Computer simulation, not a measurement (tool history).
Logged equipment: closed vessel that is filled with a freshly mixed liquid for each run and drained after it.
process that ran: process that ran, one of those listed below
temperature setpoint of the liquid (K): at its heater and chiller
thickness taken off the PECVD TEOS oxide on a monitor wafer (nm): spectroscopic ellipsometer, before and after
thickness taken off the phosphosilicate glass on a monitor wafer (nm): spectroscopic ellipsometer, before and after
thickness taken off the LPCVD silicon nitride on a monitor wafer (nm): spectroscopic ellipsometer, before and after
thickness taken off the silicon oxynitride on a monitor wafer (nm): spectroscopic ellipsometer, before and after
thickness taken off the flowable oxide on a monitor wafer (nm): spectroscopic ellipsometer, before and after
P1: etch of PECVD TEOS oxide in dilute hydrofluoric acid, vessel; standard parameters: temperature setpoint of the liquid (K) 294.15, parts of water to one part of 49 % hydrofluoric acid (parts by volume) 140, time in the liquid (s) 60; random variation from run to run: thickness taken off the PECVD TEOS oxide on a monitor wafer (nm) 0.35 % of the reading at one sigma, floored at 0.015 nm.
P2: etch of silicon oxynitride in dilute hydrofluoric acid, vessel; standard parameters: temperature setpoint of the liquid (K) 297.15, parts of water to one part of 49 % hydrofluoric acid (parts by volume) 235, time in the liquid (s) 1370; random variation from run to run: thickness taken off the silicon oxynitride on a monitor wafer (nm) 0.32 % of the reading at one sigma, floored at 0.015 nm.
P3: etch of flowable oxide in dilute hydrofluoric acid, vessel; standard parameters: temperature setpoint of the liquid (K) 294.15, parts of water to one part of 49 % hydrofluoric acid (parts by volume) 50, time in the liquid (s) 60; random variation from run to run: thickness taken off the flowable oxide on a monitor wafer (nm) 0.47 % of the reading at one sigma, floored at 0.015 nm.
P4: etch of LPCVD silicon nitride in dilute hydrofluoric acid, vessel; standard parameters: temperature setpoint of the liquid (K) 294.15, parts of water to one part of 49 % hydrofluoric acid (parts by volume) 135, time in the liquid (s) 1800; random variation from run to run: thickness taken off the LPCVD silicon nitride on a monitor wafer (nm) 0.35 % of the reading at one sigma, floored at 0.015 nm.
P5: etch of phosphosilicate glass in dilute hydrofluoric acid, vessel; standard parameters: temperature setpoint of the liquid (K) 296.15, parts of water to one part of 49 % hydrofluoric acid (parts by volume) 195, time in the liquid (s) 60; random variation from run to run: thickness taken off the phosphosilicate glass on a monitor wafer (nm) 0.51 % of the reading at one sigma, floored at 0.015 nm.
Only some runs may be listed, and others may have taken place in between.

| run | hour | process that ran | temperature setpoint of the liquid (K) | parts of water to one part of 49 % hydrofluoric acid (parts by volume) | time in the liquid (s) | hours since the thermometer was replaced | hours since the hydrofluoric acid flow meter was replaced | thickness taken off the PECVD TEOS oxide on a monitor wafer (nm) | thickness taken off the phosphosilicate glass on a monitor wafer (nm) | thickness taken off the LPCVD silicon nitride on a monitor wafer (nm) | thickness taken off the silicon oxynitride on a monitor wafer (nm) | thickness taken off the flowable oxide on a monitor wafer (nm) |
|---|---|---|---|---|---|---|---|---|---|---|---|---|
| 1 | 6.2 | P1 | 294.15 | 140 | 60 | 1122.8 | 1103.9 | 8.6473 |  |  |  |  |
| 2 | 16.7 | P5 | 296.15 | 95 | 60 | 1133.3 | 1114.4 |  | 70.817 |  |  |  |
| 3 | 25.0 | P1 | 294.15 | 140 | 30 | 1141.6 | 1122.7 | 4.3105 |  |  |  |  |
| 4 | 31.5 | P5 | 296.15 | 195 | 105 | 1148.1 | 1129.2 |  | 54.142 |  |  |  |
| 5 | 42.8 | P4 | 294.15 | 135 | 1800 | 1159.4 | 1140.5 |  |  | 6.5954 |  |  |
| 6 | 50.6 | P5 | 296.15 | 195 | 60 | 1167.2 | 1148.3 |  | 31.071 |  |  |  |
| 7 | 62.2 | P1 | 294.15 | 140 | 60 | 1178.8 | 1159.9 | 8.6549 |  |  |  |  |
| 8 | 72.1 | P1 | 294.15 | 85 | 60 | 1188.7 | 1169.8 | 15.1440 |  |  |  |  |
| 9 | 81.7 | P1 | 299.15 | 140 | 60 | 1198.3 | 1179.4 | 10.4480 |  |  |  |  |
| 10 | 92.3 | P1 | 290.15 | 140 | 105 | 1208.9 | 1190.0 | 12.8390 |  |  |  |  |
| 11 | 101.5 | P1 | 294.15 | 140 | 105 | 1218.1 | 1199.2 | 15.1870 |  |  |  |  |
| 12 | 108.8 | P1 | 294.15 | 95 | 30 | 1225.4 | 1206.5 | 6.7090 |  |  |  |  |
| 13 | 116.3 | P1 | 294.15 | 140 | 60 | 1232.9 | 1214.0 | 8.6489 |  |  |  |  |
| 14 | 122.2 | P2 | 305.65 | 235 | 1370 | 1238.8 | 1219.9 |  |  |  | 25.1800 |  |
| 15 | 131.1 | P1 | 290.15 | 140 | 60 | 1247.7 | 1228.8 | 7.3447 |  |  |  |  |
|  | 137.8 | thermometer replaced |
| 16 | 142.4 | P3 | 302.15 | 50 | 60 | 4.7 | 1240.1 |  |  |  |  | 56.617 |
| 17 | 153.8 | P3 | 294.15 | 90 | 60 | 16.1 | 1251.5 |  |  |  |  | 21.654 |
| 18 | 164.1 | P3 | 294.15 | 50 | 60 | 26.4 | 1261.8 |  |  |  |  | 40.751 |
| 19 | 172.3 | P2 | 297.15 | 235 | 2105 | 34.6 | 1270.0 |  |  |  | 27.1150 |  |
| 20 | 181.6 | P2 | 297.15 | 235 | 1370 | 43.9 | 1279.3 |  |  |  | 17.6060 |  |
| 21 | 186.6 | P4 | 294.15 | 135 | 1800 | 48.9 | 1284.3 |  |  | 6.6173 |  |  |
| 22 | 196.1 | P1 | 294.15 | 140 | 60 | 58.4 | 1293.8 | 8.6502 |  |  |  |  |
| 23 | 205.4 | P1 | 294.15 | 140 | 60 | 67.7 | 1303.1 | 8.6864 |  |  |  |  |
| 24 | 213.4 | P5 | 290.15 | 195 | 60 | 75.7 | 1311.1 |  | 24.312 |  |  |  |
| 25 | 224.0 | P1 | 290.15 | 140 | 85 | 86.3 | 1321.7 | 10.3690 |  |  |  |  |
| 26 | 235.0 | P3 | 294.15 | 50 | 100 | 97.3 | 1332.7 |  |  |  |  | 67.896 |
| 27 | 241.6 | P4 | 294.15 | 135 | 3010 | 103.9 | 1339.3 |  |  | 11.0320 |  |  |
| 28 | 248.0 | P4 | 294.15 | 30 | 1800 | 110.3 | 1345.7 |  |  | 28.6890 |  |  |
| 29 | 256.2 | P4 | 298.65 | 135 | 1800 | 118.5 | 1353.9 |  |  | 8.8175 |  |  |
| 30 | 263.2 | P2 | 297.15 | 235 | 1370 | 125.5 | 1360.9 |  |  |  | 17.7740 |  |
| 31 | 269.0 | P2 | 297.15 | 390 | 1370 | 131.3 | 1366.7 |  |  |  | 9.6092 |  |
| 32 | 278.8 | P1 | 294.15 | 240 | 60 | 141.1 | 1376.5 | 4.5600 |  |  |  |  |
| 33 | 284.2 | P1 | 294.15 | 140 | 60 | 146.5 | 1381.9 | 8.6353 |  |  |  |  |
| 34 | 293.0 | P1 | 294.15 | 140 | 60 | 155.3 | 1390.7 | 8.9425 |  |  |  |  |
| 35 | 302.7 | P1 | 294.15 | 140 | 60 | 165.0 | 1400.4 | 9.1138 |  |  |  |  |
| 36 | 312.4 | P1 | 294.15 | 140 | 60 | 174.7 | 1410.1 | 9.2558 |  |  |  |  |
| 37 | 318.8 | P1 | 294.15 | 140 | 60 | 181.1 | 1416.5 | 9.2559 |  |  |  |  |
| 38 | 325.6 | P1 | 294.15 | 140 | 60 | 187.9 | 1423.3 | 9.2852 |  |  |  |  |

For run 39, what comes out?
| 39 | 334.9 | P1 | 294.15 | 140 | 60 | 197.2 | 1432.6 | ? |  |  |  |  |

thickness taken off the PECVD TEOS oxide on a monitor wafer (nm): 9.3575
